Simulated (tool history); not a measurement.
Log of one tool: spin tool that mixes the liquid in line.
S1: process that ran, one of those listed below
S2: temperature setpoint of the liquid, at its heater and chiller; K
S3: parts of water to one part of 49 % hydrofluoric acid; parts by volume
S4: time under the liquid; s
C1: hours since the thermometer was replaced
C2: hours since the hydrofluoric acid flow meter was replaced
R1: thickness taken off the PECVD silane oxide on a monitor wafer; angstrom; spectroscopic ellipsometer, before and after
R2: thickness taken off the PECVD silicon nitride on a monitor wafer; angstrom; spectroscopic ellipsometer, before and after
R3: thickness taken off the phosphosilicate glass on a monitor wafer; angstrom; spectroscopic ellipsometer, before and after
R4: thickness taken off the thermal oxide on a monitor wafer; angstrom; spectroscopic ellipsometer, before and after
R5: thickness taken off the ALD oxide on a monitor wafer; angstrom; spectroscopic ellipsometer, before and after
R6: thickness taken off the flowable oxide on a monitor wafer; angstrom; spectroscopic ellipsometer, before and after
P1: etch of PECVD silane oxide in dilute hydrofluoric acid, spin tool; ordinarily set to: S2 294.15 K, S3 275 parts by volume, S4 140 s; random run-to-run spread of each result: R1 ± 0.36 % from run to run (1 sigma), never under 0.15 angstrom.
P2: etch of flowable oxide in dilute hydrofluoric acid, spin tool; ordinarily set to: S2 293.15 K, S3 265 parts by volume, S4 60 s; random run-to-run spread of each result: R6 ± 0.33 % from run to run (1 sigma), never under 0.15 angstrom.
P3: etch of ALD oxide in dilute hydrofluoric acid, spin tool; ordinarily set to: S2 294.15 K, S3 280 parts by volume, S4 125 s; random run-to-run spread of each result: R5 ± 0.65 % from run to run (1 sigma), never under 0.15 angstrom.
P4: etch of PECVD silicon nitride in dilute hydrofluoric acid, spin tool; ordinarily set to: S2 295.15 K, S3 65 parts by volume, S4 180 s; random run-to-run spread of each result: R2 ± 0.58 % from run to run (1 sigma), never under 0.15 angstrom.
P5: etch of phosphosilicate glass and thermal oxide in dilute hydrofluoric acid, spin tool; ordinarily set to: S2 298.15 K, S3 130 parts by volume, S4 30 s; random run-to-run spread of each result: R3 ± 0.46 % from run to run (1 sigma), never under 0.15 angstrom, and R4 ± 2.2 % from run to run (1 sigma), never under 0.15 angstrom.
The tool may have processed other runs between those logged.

run,hour,S1,S2,S3,S4,C1,C2,R1,R2,R3,R4,R5,R6
1,12.4,P1,294.15,275,140,916.3,307.5,141.93,,,,,
2,26.6,P4,295.15,110,180,930.5,321.7,,69.223,,,,
3,36.3,P4,290.15,65,180,940.2,331.4,,82.504,,,,
4,45.2,P1,294.15,275,140,949.1,340.3,142.38,,,,,
5,62.0,P1,294.15,275,70,965.9,357.1,70.90,,,,,
6,70.8,P5,298.15,130,50,974.7,365.9,,,420.48,17.6190,,
7,87.7,P5,302.15,130,30,991.6,382.8,,,289.87,12.3020,,
8,98.0,P3,300.15,280,125,1001.9,393.1,,,,,51.8630,
9,111.2,P1,294.15,275,140,1015.1,406.3,141.45,,,,,
10,127.7,P3,294.15,130,125,1031.6,422.8,,,,,107.4700,
11,140.9,P1,294.15,275,210,1044.8,436.0,211.84,,,,,
12,158.4,P2,293.15,265,15,1062.3,453.5,,,,,,17.938
13,170.4,P2,293.15,115,60,1074.3,465.5,,,,,,194.520
14,179.3,P1,294.15,415,140,1083.2,474.4,82.70,,,,,
15,187.0,P3,294.15,280,125,1090.9,482.1,,,,,42.4710,
16,199.6,P1,294.15,60,195,1103.5,494.7,1125.90,,,,,
# hour 201.2: hydrofluoric acid flow meter replaced
17,207.8,P3,294.15,280,15,1111.7,6.6,,,,,4.9819,
18,217.7,P2,293.15,265,60,1121.6,16.5,,,,,,71.775
19,226.6,P1,290.15,275,140,1130.5,25.4,121.12,,,,,
20,234.6,P1,298.65,165,140,1138.5,33.4,312.97,,,,,
21,246.2,P1,294.15,70,50,1150.1,45.0,246.56,,,,,
22,256.4,P1,294.15,65,140,1160.3,55.2,748.68,,,,,
23,264.3,P5,298.15,205,30,1168.2,63.1,,,144.74,6.3414,,
24,272.6,P1,297.65,275,140,1176.5,71.4,159.61,,,,,
25,289.3,P1,294.15,275,140,1193.2,88.1,141.10,,,,,
26,306.5,P5,298.15,130,30,1210.4,105.3,,,248.74,10.4970,,
27,319.1,P4,295.15,65,180,1223.0,117.9,,115.630,,,,

Predict the results of run 28:
28,335.4,P1,294.15,275,140,1239.3,134.2,?,,,,,

R1: 141.92 angstrom
